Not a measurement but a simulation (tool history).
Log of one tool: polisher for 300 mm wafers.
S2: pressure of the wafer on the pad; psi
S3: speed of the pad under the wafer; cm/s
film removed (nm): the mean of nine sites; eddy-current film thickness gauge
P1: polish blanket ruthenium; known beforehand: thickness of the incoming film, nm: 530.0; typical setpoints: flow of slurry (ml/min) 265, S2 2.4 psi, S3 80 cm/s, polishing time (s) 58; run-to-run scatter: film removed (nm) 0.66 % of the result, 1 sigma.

run 1 hour=8.7 | flow_of_slurry_(ml/min)=265 S2=2.4 S3=80 polishing_time_(s)=58 | film_removed_(nm)=71.473
run 2 hour=15 | flow_of_slurry_(ml/min)=195 S2=1.2 S3=80 polishing_time_(s)=58 | film_removed_(nm)=34.446
run 3 hour=22.7 | flow_of_slurry_(ml/min)=265 S2=2.4 S3=120 polishing_time_(s)=58 | film_removed_(nm)=108.45
run 4 hour=28.5 | flow_of_slurry_(ml/min)=160 S2=2.4 S3=80 polishing_time_(s)=58 | film_removed_(nm)=67.098
run 5 hour=37.8 | flow_of_slurry_(ml/min)=265 S2=2.4 S3=80 polishing_time_(s)=79 | film_removed_(nm)=95.995
run 6 hour=42.5 | flow_of_slurry_(ml/min)=265 S2=2.4 S3=50 polishing_time_(s)=58 | film_removed_(nm)=44.559
run 7 hour=49.7 | flow_of_slurry_(ml/min)=410 S2=2.4 S3=80 polishing_time_(s)=58 | film_removed_(nm)=74.385
run 8 hour=54.7 | flow_of_slurry_(ml/min)=265 S2=2.4 S3=80 polishing_time_(s)=58 | film_removed_(nm)=71.34
run 9 hour=62.6 | flow_of_slurry_(ml/min)=265 S2=2.4 S3=80 polishing_time_(s)=58 | film_removed_(nm)=72.049
run 10 hour=68.4 | flow_of_slurry_(ml/min)=265 S2=2.4 S3=80 polishing_time_(s)=32 | film_removed_(nm)=38.913
run 11 hour=74.1 | flow_of_slurry_(ml/min)=265 S2=2.4 S3=80 polishing_time_(s)=58 | film_removed_(nm)=71.177
run 12 hour=83.8 | flow_of_slurry_(ml/min)=265 S2=3.2 S3=80 polishing_time_(s)=58 | film_removed_(nm)=94.846
run 13 hour=92.6 | flow_of_slurry_(ml/min)=265 S2=2.4 S3=80 polishing_time_(s)=58 | film_removed_(nm)=71.471
run 14 hour=98.4 | flow_of_slurry_(ml/min)=265 S2=1.6 S3=80 polishing_time_(s)=58 | film_removed_(nm)=48.027
run 15 hour=107.5 | flow_of_slurry_(ml/min)=265 S2=2.4 S3=80 polishing_time_(s)=58 | film_removed_(nm)=71.01
run 16 hour=112 | flow_of_slurry_(ml/min)=265 S2=2.4 S3=80 polishing_time_(s)=58 | film_removed_(nm)=69.548

What will run 17 give?
run 17 hour=116.5 | flow_of_slurry_(ml/min)=265 S2=2.4 S3=80 polishing_time_(s)=58 | film_removed_(nm)=?

film removed (nm): 68.61
